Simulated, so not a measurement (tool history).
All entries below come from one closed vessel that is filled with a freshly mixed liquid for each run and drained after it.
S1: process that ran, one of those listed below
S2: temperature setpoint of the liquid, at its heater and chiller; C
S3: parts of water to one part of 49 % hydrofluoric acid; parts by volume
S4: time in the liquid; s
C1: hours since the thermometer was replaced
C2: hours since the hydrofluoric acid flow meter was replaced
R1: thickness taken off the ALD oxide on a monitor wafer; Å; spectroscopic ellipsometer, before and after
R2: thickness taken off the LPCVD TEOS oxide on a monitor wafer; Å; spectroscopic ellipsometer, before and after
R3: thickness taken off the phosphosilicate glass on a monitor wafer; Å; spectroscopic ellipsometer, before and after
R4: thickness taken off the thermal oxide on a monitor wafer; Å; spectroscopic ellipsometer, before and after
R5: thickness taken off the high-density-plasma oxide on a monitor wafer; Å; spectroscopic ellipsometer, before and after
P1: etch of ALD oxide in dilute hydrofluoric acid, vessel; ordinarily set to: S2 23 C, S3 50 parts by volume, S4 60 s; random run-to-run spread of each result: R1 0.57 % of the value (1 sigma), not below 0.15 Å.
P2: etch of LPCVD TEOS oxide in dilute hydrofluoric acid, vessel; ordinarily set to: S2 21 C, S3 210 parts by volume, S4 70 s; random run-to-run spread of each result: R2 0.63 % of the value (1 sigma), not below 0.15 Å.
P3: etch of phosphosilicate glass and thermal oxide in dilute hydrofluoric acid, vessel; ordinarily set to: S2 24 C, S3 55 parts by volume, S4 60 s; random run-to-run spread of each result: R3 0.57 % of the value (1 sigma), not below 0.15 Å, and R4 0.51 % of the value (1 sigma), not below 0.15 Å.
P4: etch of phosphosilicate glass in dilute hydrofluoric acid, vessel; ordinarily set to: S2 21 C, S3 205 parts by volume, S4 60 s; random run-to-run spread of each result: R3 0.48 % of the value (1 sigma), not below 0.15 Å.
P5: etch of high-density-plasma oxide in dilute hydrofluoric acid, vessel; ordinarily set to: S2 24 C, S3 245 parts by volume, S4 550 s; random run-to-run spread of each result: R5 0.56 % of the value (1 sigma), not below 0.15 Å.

run,day,S1,S2,S3,S4,C1,C2,R1,R2,R3,R4,R5
1,0.721,P1,23,50,60,529.5,1203.5,130.82,,,,
2,1.333,P2,21,60,70,544.2,1218.2,,213.04,,,
3,2.096,P4,21,205,35,562.5,1236.5,,,114.56,,
4,2.742,P3,24,55,95,578,1252,,,2551.4,87.948,
5,3.292,P1,23,50,110,591.2,1265.2,238.81,,,,
6,3.983,P5,24,365,550,607.8,1281.8,,,,,57.871
7,4.612,P1,23,50,30,622.9,1296.9,64.961,,,,
8,5.208,P4,21,60,60,637.2,1311.2,,,790.91,,
9,5.838,P3,24,55,60,652.3,1326.3,,,1609.5,55.341,
10,6.288,P2,21,210,30,663.1,1337.1,,22.185,,,
11,6.779,P5,24,245,550,674.9,1348.9,,,,,96.098
12,7.217,P4,21,205,60,685.4,1359.4,,,197.36,,
13,7.85,P1,23,30,60,700.6,1374.6,221.27,,,,
14,8.567,P2,17,210,70,717.8,1391.8,,44.271,,,
15,9.258,P3,18.5,55,60,734.4,1408.4,,,1285.7,44.179,
16,10.05,P1,23,50,60,753.4,1427.4,129.91,,,,
17,10.562,P5,31,245,550,765.7,1439.7,,,,,123.67
18,11.179,P1,23,50,60,780.5,1454.5,132.32,,,,
19,11.762,P1,17,50,60,794.5,1468.5,101.87,,,,
20,12.35,P1,29.5,20,60,808.6,1482.6,444.02,,,,
21,12.767,P3,24,30,60,818.6,1492.6,,,3103,105.33,
22,13.488,P1,23,50,60,835.9,1509.9,131.06,,,,
23,14.238,P1,29,50,85,853.9,1527.9,235.41,,,,
24,14.975,P5,24,245,790,871.6,1545.6,,,,,139.36
25,15.321,P1,19.5,85,60,879.9,1553.9,62.676,,,,
26,16.038,P5,24,245,550,897.1,1571.1,,,,,96.579
27,16.688,P1,23,75,60,912.7,1586.7,83.339,,,,
28,17.129,P4,29,205,60,923.3,1597.3,,,265.42,,
29,17.796,P1,29,50,60,939.3,1613.3,167.27,,,,
30,18.558,P4,21,205,60,957.6,1631.6,,,196.81,,
31,18.904,P1,23,50,60,965.9,1639.9,130.65,,,,
32,19.417,P2,21,210,70,978.2,1652.2,,51.356,,,
33,20.021,P1,23,50,60,992.7,1666.7,130.77,,,,
34,20.417,P1,23,50,60,1002.2,1676.2,134.74,,,,

What does the tool deliver on the next run?
35,20.938,P1,23,50,60,1014.7,1688.7,?,,,,

{"run 35": {"R1": 136.15}}
